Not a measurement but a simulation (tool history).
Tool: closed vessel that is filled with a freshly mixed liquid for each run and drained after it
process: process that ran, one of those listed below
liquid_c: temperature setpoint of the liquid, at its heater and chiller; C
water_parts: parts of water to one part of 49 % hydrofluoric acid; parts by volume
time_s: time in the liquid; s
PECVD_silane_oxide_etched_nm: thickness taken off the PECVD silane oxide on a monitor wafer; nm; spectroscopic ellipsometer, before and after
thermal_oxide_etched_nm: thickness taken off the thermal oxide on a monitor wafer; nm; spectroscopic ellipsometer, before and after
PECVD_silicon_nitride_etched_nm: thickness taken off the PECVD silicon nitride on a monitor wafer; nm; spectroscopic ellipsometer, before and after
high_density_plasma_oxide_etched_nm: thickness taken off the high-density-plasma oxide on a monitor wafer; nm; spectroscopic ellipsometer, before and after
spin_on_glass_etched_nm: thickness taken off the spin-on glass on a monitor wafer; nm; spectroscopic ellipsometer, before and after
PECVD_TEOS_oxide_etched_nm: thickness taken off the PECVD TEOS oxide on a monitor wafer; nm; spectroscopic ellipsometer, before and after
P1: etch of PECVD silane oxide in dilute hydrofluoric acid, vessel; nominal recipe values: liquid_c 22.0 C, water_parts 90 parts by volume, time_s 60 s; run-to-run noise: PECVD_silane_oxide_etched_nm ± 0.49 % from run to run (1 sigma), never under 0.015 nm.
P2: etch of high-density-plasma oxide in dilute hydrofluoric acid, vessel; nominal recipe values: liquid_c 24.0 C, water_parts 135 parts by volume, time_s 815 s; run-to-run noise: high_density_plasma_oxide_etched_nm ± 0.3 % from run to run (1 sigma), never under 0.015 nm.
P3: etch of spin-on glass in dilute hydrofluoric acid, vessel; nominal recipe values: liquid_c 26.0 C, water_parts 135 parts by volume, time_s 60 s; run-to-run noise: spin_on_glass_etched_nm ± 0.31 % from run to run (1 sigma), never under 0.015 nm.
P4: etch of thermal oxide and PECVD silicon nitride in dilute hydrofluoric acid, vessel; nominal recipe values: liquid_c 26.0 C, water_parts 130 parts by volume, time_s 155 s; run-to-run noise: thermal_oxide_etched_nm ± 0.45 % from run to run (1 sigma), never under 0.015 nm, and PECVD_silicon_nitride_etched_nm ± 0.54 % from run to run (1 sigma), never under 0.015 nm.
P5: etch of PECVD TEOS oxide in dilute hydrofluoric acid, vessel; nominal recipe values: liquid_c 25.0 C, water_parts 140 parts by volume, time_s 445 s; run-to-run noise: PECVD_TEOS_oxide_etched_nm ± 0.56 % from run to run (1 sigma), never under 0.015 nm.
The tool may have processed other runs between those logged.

| run | hour | process | liquid_c | water_parts | time_s | PECVD_silane_oxide_etched_nm | thermal_oxide_etched_nm | PECVD_silicon_nitride_etched_nm | high_density_plasma_oxide_etched_nm | spin_on_glass_etched_nm | PECVD_TEOS_oxide_etched_nm |
|---|---|---|---|---|---|---|---|---|---|---|---|
| 1 | 6.6 | P1 | 22.0 | 90 | 60 | 9.5025 |  |  |  |  |  |
| 2 | 15.9 | P1 | 22.0 | 90 | 60 | 9.5437 |  |  |  |  |  |
| 3 | 27.0 | P4 | 26.0 | 230 | 155 |  | 3.1094 | 2.4549 |  |  |  |
| 4 | 38.9 | P1 | 29.0 | 90 | 60 | 12.6290 |  |  |  |  |  |
| 5 | 45.6 | P2 | 24.0 | 135 | 815 |  |  |  | 44.837 |  |  |
| 6 | 56.3 | P1 | 17.0 | 125 | 60 | 5.4356 |  |  |  |  |  |
| 7 | 68.1 | P2 | 24.0 | 25 | 815 |  |  |  | 278.480 |  |  |
| 8 | 79.5 | P4 | 26.0 | 130 | 155 |  | 6.1606 | 4.2916 |  |  |  |
| 9 | 91.6 | P3 | 26.0 | 135 | 105 |  |  |  |  | 27.596 |  |
| 10 | 99.2 | P5 | 25.0 | 255 | 445 |  |  |  |  |  | 17.0480 |
| 11 | 110.7 | P5 | 17.5 | 140 | 445 |  |  |  |  |  | 26.1540 |
| 12 | 123.6 | P1 | 17.0 | 90 | 60 | 7.8015 |  |  |  |  |  |
|  | 129.7 | hydrofluoric acid flow meter replaced |
| 13 | 134.1 | P2 | 24.0 | 135 | 815 |  |  |  | 44.914 |  |  |
| 14 | 142.7 | P4 | 19.5 | 130 | 155 |  | 4.8023 | 2.8354 |  |  |  |
| 15 | 151.4 | P5 | 25.0 | 140 | 445 |  |  |  |  |  | 35.4350 |
| 16 | 157.5 | P1 | 22.0 | 90 | 60 | 9.5719 |  |  |  |  |  |
| 17 | 169.4 | P3 | 26.0 | 135 | 60 |  |  |  |  | 15.887 |  |
| 18 | 181.8 | P2 | 24.0 | 135 | 1360 |  |  |  | 74.907 |  |  |
| 19 | 194.6 | P1 | 22.0 | 50 | 60 | 18.0880 |  |  |  |  |  |
|  | 201.6 | thermometer replaced |
| 20 | 203.2 | P1 | 22.0 | 155 | 60 | 5.1602 |  |  |  |  |  |
| 21 | 214.7 | P1 | 22.0 | 90 | 60 | 9.5408 |  |  |  |  |  |
| 22 | 220.9 | P5 | 25.0 | 140 | 30 |  |  |  |  |  | 2.3903 |
| 23 | 229.0 | P5 | 25.0 | 140 | 445 |  |  |  |  |  | 35.1620 |
| 24 | 240.2 | P1 | 28.5 | 125 | 60 | 8.4408 |  |  |  |  |  |
| 25 | 247.2 | P1 | 22.0 | 90 | 60 | 9.5976 |  |  |  |  |  |
| 26 | 256.6 | P1 | 29.5 | 140 | 60 | 7.6529 |  |  |  |  |  |
| 27 | 268.9 | P3 | 26.0 | 135 | 60 |  |  |  |  | 15.689 |  |
| 28 | 277.4 | P1 | 22.0 | 90 | 60 | 9.5370 |  |  |  |  |  |
| 29 | 290.2 | P3 | 26.0 | 75 | 60 |  |  |  |  | 30.549 |  |
| 30 | 299.0 | P3 | 31.0 | 135 | 60 |  |  |  |  | 19.054 |  |
| 31 | 306.8 | P1 | 22.0 | 90 | 30 | 4.8252 |  |  |  |  |  |
| 32 | 316.0 | P1 | 22.0 | 90 | 95 | 15.1930 |  |  |  |  |  |
| 33 | 327.0 | P2 | 31.0 | 135 | 815 |  |  |  | 58.104 |  |  |
| 34 | 333.3 | P4 | 26.0 | 130 | 240 |  | 9.5288 | 6.6736 |  |  |  |
| 35 | 345.5 | P1 | 22.0 | 90 | 60 | 9.4417 |  |  |  |  |  |
| 36 | 356.6 | P1 | 22.0 | 90 | 60 | 9.5736 |  |  |  |  |  |
| 37 | 363.6 | P1 | 22.0 | 90 | 60 | 9.3942 |  |  |  |  |  |
| 38 | 375.5 | P1 | 22.0 | 90 | 60 | 9.2240 |  |  |  |  |  |
| 39 | 384.5 | P1 | 22.0 | 90 | 60 | 9.1716 |  |  |  |  |  |
| 40 | 397.3 | P1 | 22.0 | 90 | 60 | 9.1062 |  |  |  |  |  |

The next listed run, before its measurement:
| 41 | 403.3 | P1 | 22.0 | 90 | 60 | ? |  |  |  |  |  |

PECVD_silane_oxide_etched_nm: 9.0133 nm

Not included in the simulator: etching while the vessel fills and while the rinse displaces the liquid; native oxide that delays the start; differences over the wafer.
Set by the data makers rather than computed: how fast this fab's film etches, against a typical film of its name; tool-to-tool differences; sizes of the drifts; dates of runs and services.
